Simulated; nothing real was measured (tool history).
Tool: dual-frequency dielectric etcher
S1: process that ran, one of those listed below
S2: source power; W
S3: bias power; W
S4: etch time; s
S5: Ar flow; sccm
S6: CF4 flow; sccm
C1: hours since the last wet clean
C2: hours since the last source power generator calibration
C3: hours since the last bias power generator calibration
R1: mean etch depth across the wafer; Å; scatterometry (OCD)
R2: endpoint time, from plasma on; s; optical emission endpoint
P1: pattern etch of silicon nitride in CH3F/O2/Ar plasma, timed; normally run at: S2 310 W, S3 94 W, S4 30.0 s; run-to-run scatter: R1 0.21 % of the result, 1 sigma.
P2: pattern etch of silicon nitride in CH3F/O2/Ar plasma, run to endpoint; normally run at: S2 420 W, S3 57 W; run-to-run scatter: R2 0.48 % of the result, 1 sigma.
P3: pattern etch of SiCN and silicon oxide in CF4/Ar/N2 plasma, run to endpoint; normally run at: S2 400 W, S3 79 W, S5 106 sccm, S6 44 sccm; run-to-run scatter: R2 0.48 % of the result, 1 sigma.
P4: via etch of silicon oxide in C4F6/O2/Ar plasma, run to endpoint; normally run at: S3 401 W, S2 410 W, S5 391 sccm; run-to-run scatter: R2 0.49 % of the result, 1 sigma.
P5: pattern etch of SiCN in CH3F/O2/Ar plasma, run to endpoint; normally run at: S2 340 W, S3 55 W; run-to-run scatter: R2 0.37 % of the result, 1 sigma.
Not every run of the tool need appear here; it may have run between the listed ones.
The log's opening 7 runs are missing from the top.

{"run": 8, "day": 1.362, "S1": "P1", "S2": 310, "S3": 94, "S4": 30.0, "C1": 142.0, "C2": 1607.2, "C3": 3603.7, "R1": 205.26}
{"run": 9, "day": 1.538, "S1": "P1", "S2": 200, "S3": 94, "S4": 30.0, "C1": 146.2, "C2": 1611.4, "C3": 3607.9, "R1": 173.93}
{"run": 10, "day": 1.738, "S1": "P1", "S2": 310, "S3": 94, "S4": 30.0, "C1": 151.0, "C2": 1616.2, "C3": 3612.7, "R1": 204.71}
{"run": 11, "day": 1.908, "S1": "P1", "S2": 310, "S3": 94, "S4": 30.0, "C1": 155.1, "C2": 1620.3, "C3": 3616.8, "R1": 204.33}
{"run": 12, "day": 2.067, "S1": "P5", "S2": 240, "S3": 55, "C1": 158.9, "C2": 1624.1, "C3": 3620.6, "R2": 23.469}
{"run": 13, "day": 2.246, "S1": "P1", "S2": 310, "S3": 94, "S4": 44.0, "C1": 163.2, "C2": 1628.4, "C3": 3624.9, "R1": 299.88}
{"run": 14, "day": 2.458, "S1": "P3", "S2": 400, "S3": 79, "S5": 140, "S6": 44, "C1": 168.3, "C2": 1633.5, "C3": 3630.0, "R2": 20.152}
{"run": 15, "day": 2.571, "S1": "P2", "S2": 420, "S3": 57, "C1": 171.0, "C2": 1636.2, "C3": 3632.7, "R2": 48.979}
{"run": 16, "day": 2.767, "S1": "P1", "S2": 410, "S3": 94, "S4": 38.0, "C1": 175.7, "C2": 1640.9, "C3": 3637.4, "R1": 287.25}
{"run": 17, "day": 2.975, "S1": "P2", "S2": 420, "S3": 45, "C1": 180.7, "C2": 1645.9, "C3": 3642.4, "R2": 53.06}
{"run": 18, "day": 3.162, "S1": "P1", "S2": 310, "S3": 78, "S4": 17.5, "C1": 185.2, "C2": 1650.4, "C3": 3646.9, "R1": 111.53}

The next listed run, before its measurement:
{"run": 19, "day": 3.346, "S1": "P5", "S2": 340, "S3": 43, "C1": 189.6, "C2": 1654.8, "C3": 3651.3, "R2": "?"}

Run 19 produced R2 22.236 s.

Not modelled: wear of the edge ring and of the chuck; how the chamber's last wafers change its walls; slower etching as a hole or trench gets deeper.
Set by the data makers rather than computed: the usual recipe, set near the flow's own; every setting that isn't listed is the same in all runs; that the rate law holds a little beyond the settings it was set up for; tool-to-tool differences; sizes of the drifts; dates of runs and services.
